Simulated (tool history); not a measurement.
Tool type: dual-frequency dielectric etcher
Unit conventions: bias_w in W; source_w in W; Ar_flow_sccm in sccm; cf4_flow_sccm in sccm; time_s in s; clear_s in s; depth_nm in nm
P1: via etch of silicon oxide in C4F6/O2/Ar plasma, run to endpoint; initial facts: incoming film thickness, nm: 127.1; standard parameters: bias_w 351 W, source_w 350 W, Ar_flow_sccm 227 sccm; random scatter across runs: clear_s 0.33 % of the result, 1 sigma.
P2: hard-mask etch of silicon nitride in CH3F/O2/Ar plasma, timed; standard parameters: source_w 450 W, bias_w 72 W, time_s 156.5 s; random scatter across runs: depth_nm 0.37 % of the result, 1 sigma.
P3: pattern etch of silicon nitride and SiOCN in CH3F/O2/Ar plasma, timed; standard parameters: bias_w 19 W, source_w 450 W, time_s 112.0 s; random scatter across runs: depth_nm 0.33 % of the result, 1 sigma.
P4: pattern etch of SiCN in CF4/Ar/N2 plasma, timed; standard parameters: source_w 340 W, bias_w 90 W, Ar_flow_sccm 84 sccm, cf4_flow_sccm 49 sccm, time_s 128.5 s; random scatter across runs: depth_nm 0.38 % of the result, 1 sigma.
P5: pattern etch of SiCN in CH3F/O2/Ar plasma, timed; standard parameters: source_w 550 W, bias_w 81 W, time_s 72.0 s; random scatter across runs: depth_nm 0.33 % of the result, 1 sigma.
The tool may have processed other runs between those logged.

run,hour,process,bias_w,source_w,Ar_flow_sccm,cf4_flow_sccm,time_s,hours since the last wet clean,hours since the last bias power generator calibration,hours since the last source power generator calibration,hours since the last Ar flow controller change,clear_s,depth_nm
1,10.9,P1,351,350,227,,,321.0,2981.7,2176.9,1521.9,31.883,
2,21.7,P4,90,340,113,49,128.5,331.8,2992.5,2187.7,1532.7,,85.960
3,30.2,P3,19,450,,,112.0,340.3,3001.0,2196.2,1541.2,,14.589
4,41.2,P1,351,350,227,,,351.3,3012.0,2207.2,1552.2,32.125,
5,47.1,P3,19,450,,,149.0,357.2,3017.9,2213.1,1558.1,,19.468
6,52.7,P1,351,440,227,,,362.8,3023.5,2218.7,1563.7,29.167,
7,64.8,P5,81,550,,,72.0,374.9,3035.6,2230.8,1575.8,,31.002
8,75.7,P5,81,550,,,72.0,385.8,3046.5,2241.7,1586.7,,30.810
9,85.6,P2,72,450,,,190.5,395.7,3056.4,2251.6,1596.6,,138.700
10,91.4,P2,72,450,,,156.5,401.5,3062.2,2257.4,1602.4,,114.200
# hour 99.5: bias power generator calibrated
11,100.8,P1,472,350,227,,,410.9,1.4,2266.8,1611.8,28.529,
12,110.8,P5,81,550,,,102.5,420.9,11.4,2276.8,1621.8,,44.008
13,117.7,P4,124,340,84,49,128.5,427.8,18.3,2283.7,1628.7,,101.820
# hour 124.5: source power generator calibrated
14,126.1,P2,72,450,,,156.5,436.2,26.7,1.6,1637.1,,114.490
15,136.2,P4,90,340,84,49,71.5,446.3,36.8,11.7,1647.2,,49.890
16,143.8,P5,81,350,,,72.0,453.9,44.4,19.3,1654.8,,25.989
17,149.2,P2,72,320,,,156.5,459.3,49.8,24.7,1660.2,,100.430
18,158.1,P1,351,350,286,,,468.2,58.7,33.6,1669.1,32.912,
19,167.7,P1,351,280,307,,,477.8,68.3,43.2,1678.7,35.871,
20,175.1,P2,46,450,,,156.5,485.2,75.7,50.6,1686.1,,99.137
21,185.0,P4,90,450,84,49,128.5,495.1,85.6,60.5,1696.0,,113.930
22,192.2,P1,351,350,227,,,502.3,92.8,67.7,1703.2,32.071,
23,197.5,P4,90,340,84,49,128.5,507.6,98.1,73.0,1708.5,,89.114
24,203.7,P5,108,550,,,72.0,513.8,104.3,79.2,1714.7,,34.351
25,215.7,P4,90,340,84,49,128.5,525.8,116.3,91.2,1726.7,,89.174
26,226.8,P4,90,340,84,66,128.5,536.9,127.4,102.3,1737.8,,92.911
27,233.8,P1,351,240,227,,,543.9,134.4,109.3,1744.8,36.929,
28,241.9,P1,351,350,227,,,552.0,142.5,117.4,1752.9,32.021,
# hour 248.5: Ar flow controller replaced
29,253.4,P1,351,350,227,,,563.5,154.0,128.9,5.0,31.835,
30,258.7,P1,214,350,227,,,568.8,159.3,134.2,10.3,37.849,
31,265.4,P1,351,350,175,,,575.5,166.0,140.9,17.0,31.110,
32,274.7,P3,12,450,,,112.0,584.8,175.3,150.2,26.3,,12.140
33,283.6,P3,19,270,,,112.0,593.7,184.2,159.1,35.2,,12.243
34,293.8,P1,245,350,308,,,603.9,194.4,169.3,45.4,37.535,
35,301.9,P1,351,350,227,,,612.0,202.5,177.4,53.5,31.998,
36,310.2,P1,351,350,227,,,620.3,210.8,185.7,61.8,31.872,
37,321.3,P1,351,350,227,,,631.4,221.9,196.8,72.9,31.654,
38,328.1,P1,351,350,227,,,638.2,228.7,203.6,79.7,31.671,
# hour 334.8: Ar flow controller replaced
39,335.3,P1,351,350,227,,,645.4,235.9,210.8,0.6,31.556,
# hour 335.9: wet clean of the chamber
40,341.3,P1,351,350,227,,,5.4,241.9,216.8,6.6,31.344,
41,347.6,P1,351,350,227,,,11.7,248.2,223.1,12.9,31.410,
42,356.0,P1,351,350,227,,,20.1,256.6,231.5,21.3,31.517,
43,367.0,P1,351,350,227,,,31.1,267.6,242.5,32.3,31.309,
44,375.9,P1,351,350,227,,,40.0,276.5,251.4,41.2,31.381,
45,386.5,P1,351,350,227,,,50.6,287.1,262.0,51.8,31.251,

What P1 gives has crept away from where it was. These 2 causes fit the log equally well, each at the size given:
A: source power that arrives over what is set, % = 4.5
B: bias power that arrives over what is set, % = 4.7
At approximately hour 301.9, the process output began to creep.
Every other cause this tool's parts could produce, and why it does not fit the log:
chamber walls in a state that raises the etch rate, %: maintenance at hour 335.9, after the shift began, did not return the process to its former output
Ar flow that arrives under what is set, %: maintenance at hour 334.8, after the shift began, did not return the process to its former output

4 check runs are offered, each on 2 wafers whose results are averaged, their results left as question marks. Which one tells the causes apart?
check 1,397.1,P3,19,450,,,112.0,,,,,,?
check 2,397.1,P4,90,340,84,49,128.5,,,,,,?
check 3,397.1,P5,81,550,,,72.0,,,,,,?
check 4,397.1,P2,72,450,,,156.5,,,,,,?

Outcome of each check run for each possible cause:
check,result,if A,if B
check 1,depth_nm,14.825,14.887
check 2,depth_nm,93.164,91.246
check 3,depth_nm,31.458,31.451
check 4,depth_nm,116.120,116.000
Smallest distance between any two causes, each pair judged by its most separating result, in per cent: check 1 0.42 %; check 2 2.08 %; check 3 0.02 %; check 4 0.1 %
Only in check 2 would the causes give clearly different results; in the remaining checks their results would be nearly the same.

With check 2 done, the readings were: depth_nm 91.058 nm. Identify which of the listed causes applies.

It was cause B: bias power that arrives over what is set, %.

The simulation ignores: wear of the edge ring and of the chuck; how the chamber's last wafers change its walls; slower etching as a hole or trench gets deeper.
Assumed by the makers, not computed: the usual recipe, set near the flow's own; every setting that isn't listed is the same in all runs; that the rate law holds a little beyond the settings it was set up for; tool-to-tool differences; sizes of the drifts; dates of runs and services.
